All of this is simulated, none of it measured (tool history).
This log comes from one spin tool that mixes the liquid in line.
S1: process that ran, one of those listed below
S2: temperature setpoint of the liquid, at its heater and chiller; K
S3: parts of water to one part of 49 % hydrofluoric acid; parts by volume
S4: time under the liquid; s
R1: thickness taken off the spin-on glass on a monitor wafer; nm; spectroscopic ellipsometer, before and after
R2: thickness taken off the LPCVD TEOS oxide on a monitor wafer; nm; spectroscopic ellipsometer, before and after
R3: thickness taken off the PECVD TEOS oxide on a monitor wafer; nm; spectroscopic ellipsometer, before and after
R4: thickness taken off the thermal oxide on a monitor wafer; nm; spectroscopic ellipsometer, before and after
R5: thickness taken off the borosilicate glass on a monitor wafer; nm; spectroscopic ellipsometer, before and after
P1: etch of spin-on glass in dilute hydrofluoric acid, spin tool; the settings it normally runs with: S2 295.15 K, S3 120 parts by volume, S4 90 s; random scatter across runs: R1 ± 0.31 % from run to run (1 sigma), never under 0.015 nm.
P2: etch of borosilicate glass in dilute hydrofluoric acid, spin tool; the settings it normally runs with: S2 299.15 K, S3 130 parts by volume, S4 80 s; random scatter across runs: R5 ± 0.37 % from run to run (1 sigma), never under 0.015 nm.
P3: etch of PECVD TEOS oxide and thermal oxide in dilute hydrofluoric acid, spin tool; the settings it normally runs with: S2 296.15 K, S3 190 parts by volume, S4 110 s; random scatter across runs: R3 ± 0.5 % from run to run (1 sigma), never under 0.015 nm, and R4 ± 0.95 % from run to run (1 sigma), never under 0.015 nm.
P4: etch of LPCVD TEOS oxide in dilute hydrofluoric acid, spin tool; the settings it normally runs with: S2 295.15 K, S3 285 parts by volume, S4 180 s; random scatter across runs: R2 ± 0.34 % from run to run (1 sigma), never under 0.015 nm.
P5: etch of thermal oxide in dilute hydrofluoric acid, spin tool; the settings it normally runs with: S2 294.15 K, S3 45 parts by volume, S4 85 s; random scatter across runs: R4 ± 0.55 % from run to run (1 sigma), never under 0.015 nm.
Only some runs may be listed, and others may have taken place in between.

{"run": 1, "day": 0.412, "S1": "P1", "S2": 295.15, "S3": 120, "S4": 90, "R1": 30.235}
{"run": 2, "day": 0.888, "S1": "P4", "S2": 295.15, "S3": 475, "S4": 180, "R2": 7.0936}
{"run": 3, "day": 1.392, "S1": "P1", "S2": 295.15, "S3": 120, "S4": 90, "R1": 30.34}
{"run": 4, "day": 1.921, "S1": "P1", "S2": 290.15, "S3": 120, "S4": 90, "R1": 24.687}
{"run": 5, "day": 2.504, "S1": "P3", "S2": 296.15, "S3": 190, "S4": 195, "R3": 23.229, "R4": 4.1104}
{"run": 6, "day": 2.862, "S1": "P1", "S2": 295.15, "S3": 120, "S4": 160, "R1": 53.926}
{"run": 7, "day": 3.238, "S1": "P4", "S2": 302.15, "S3": 285, "S4": 180, "R2": 17.841}
{"run": 8, "day": 3.6, "S1": "P1", "S2": 295.15, "S3": 120, "S4": 35, "R1": 11.775}
{"run": 9, "day": 4.133, "S1": "P3", "S2": 296.15, "S3": 310, "S4": 110, "R3": 7.1389, "R4": 1.2415}
{"run": 10, "day": 4.462, "S1": "P1", "S2": 295.15, "S3": 120, "S4": 90, "R1": 30.275}
{"run": 11, "day": 5.083, "S1": "P2", "S2": 299.15, "S3": 130, "S4": 80, "R5": 14.675}
{"run": 12, "day": 5.425, "S1": "P1", "S2": 295.15, "S3": 215, "S4": 90, "R1": 15.398}
{"run": 13, "day": 5.942, "S1": "P1", "S2": 295.15, "S3": 40, "S4": 90, "R1": 100.61}
{"run": 14, "day": 6.296, "S1": "P2", "S2": 305.15, "S3": 130, "S4": 80, "R5": 18.306}
{"day": 6.654, "done": "hydrofluoric acid flow meter replaced"}
{"run": 15, "day": 6.825, "S1": "P5", "S2": 294.15, "S3": 20, "S4": 85, "R4": 19.557}
{"run": 16, "day": 7.125, "S1": "P1", "S2": 295.15, "S3": 50, "S4": 15, "R1": 13.188}
{"run": 17, "day": 7.55, "S1": "P5", "S2": 294.15, "S3": 45, "S4": 160, "R4": 15.837}
{"run": 18, "day": 7.858, "S1": "P5", "S2": 298.15, "S3": 45, "S4": 85, "R4": 9.9039}
{"run": 19, "day": 8.288, "S1": "P1", "S2": 295.15, "S3": 120, "S4": 90, "R1": 30.394}
{"run": 20, "day": 8.892, "S1": "P4", "S2": 295.15, "S3": 285, "S4": 180, "R2": 13.989}
{"run": 21, "day": 9.308, "S1": "P1", "S2": 295.15, "S3": 120, "S4": 90, "R1": 30.332}
{"run": 22, "day": 9.929, "S1": "P1", "S2": 295.15, "S3": 160, "S4": 30, "R1": 7.2557}
{"run": 23, "day": 10.562, "S1": "P2", "S2": 299.15, "S3": 130, "S4": 135, "R5": 24.653}
{"run": 24, "day": 10.838, "S1": "P1", "S2": 302.65, "S3": 120, "S4": 90, "R1": 40.445}
{"run": 25, "day": 11.154, "S1": "P5", "S2": 294.15, "S3": 45, "S4": 85, "R4": 8.4196}
{"run": 26, "day": 11.708, "S1": "P1", "S2": 295.15, "S3": 120, "S4": 90, "R1": 30.329}
{"run": 27, "day": 12.104, "S1": "P2", "S2": 299.15, "S3": 235, "S4": 80, "R5": 7.1226}
{"run": 28, "day": 12.471, "S1": "P3", "S2": 290.15, "S3": 190, "S4": 110, "R3": 10.414, "R4": 1.7904}
{"run": 29, "day": 12.892, "S1": "P3", "S2": 296.15, "S3": 190, "S4": 110, "R3": 12.975, "R4": 2.3446}
{"run": 30, "day": 13.183, "S1": "P4", "S2": 295.15, "S3": 285, "S4": 335, "R2": 26.063}
{"run": 31, "day": 13.558, "S1": "P1", "S2": 295.15, "S3": 120, "S4": 90, "R1": 30.246}
{"run": 32, "day": 13.912, "S1": "P1", "S2": 295.15, "S3": 120, "S4": 90, "R1": 31.103}
{"run": 33, "day": 14.512, "S1": "P1", "S2": 295.15, "S3": 120, "S4": 90, "R1": 31.736}
{"run": 34, "day": 15.0, "S1": "P1", "S2": 295.15, "S3": 120, "S4": 90, "R1": 32.047}
{"run": 35, "day": 15.467, "S1": "P1", "S2": 295.15, "S3": 120, "S4": 90, "R1": 32.122}
{"run": 36, "day": 15.846, "S1": "P1", "S2": 295.15, "S3": 120, "S4": 90, "R1": 32.269}
{"run": 37, "day": 16.229, "S1": "P1", "S2": 295.15, "S3": 120, "S4": 90, "R1": 32.304}
{"run": 38, "day": 16.617, "S1": "P1", "S2": 295.15, "S3": 120, "S4": 90, "R1": 32.467}
{"run": 39, "day": 16.95, "S1": "P1", "S2": 295.15, "S3": 120, "S4": 90, "R1": 32.428}
{"run": 40, "day": 17.271, "S1": "P1", "S2": 295.15, "S3": 120, "S4": 90, "R1": 32.61}
{"run": 41, "day": 17.862, "S1": "P1", "S2": 295.15, "S3": 120, "S4": 90, "R1": 32.562}

What P1 gives has crept away from where it was. These 2 causes fit the log equally well, each at the size given:
A: hydrofluoric acid flow above the setpoint (%) = 6.6
B: liquid hotter than its thermometer reads (K) = 1.84
The drift started at roughly day 13.558.

Each of the 4 check runs below uses one wafer; its results are left as question marks. Which run tells the causes apart?
{"run": "check 1", "day": 18.454, "S1": "P3", "S2": 296.15, "S3": 190, "S4": 185, "R3": "?", "R4": "?"}
{"run": "check 2", "day": 18.454, "S1": "P4", "S2": 299.65, "S3": 415, "S4": 180, "R2": "?"}
{"run": "check 3", "day": 18.454, "S1": "P5", "S2": 297.15, "S3": 45, "S4": 120, "R4": "?"}
{"run": "check 4", "day": 18.454, "S1": "P2", "S2": 303.15, "S3": 130, "S4": 80, "R5": "?"}

What each check would give under each cause:
check=check_1 result=R3 if_A=23.787 if_B=23.599
check=check_1 result=R4 if_A=4.2065 if_B=4.1732
check=check_2 result=R2 if_A=10.816 if_B=10.489
check=check_3 result=R4 if_A=14.367 if_B=14.479
check=check_4 result=R5 if_A=18.276 if_B=18.126
Separation of the two closest causes in each check, using whichever result separates them best: check 1 0.8 %; check 2 3.08 %; check 3 0.78 %; check 4 0.82 %
Of the check runs offered, only check 2 discriminates between the causes; the rest would read about the same regardless of which cause applies.

After running check 2, the following was obtained: R2 10.446 nm. Which cause does this point to?

Of the candidate causes, it is B: liquid hotter than its thermometer reads (K).
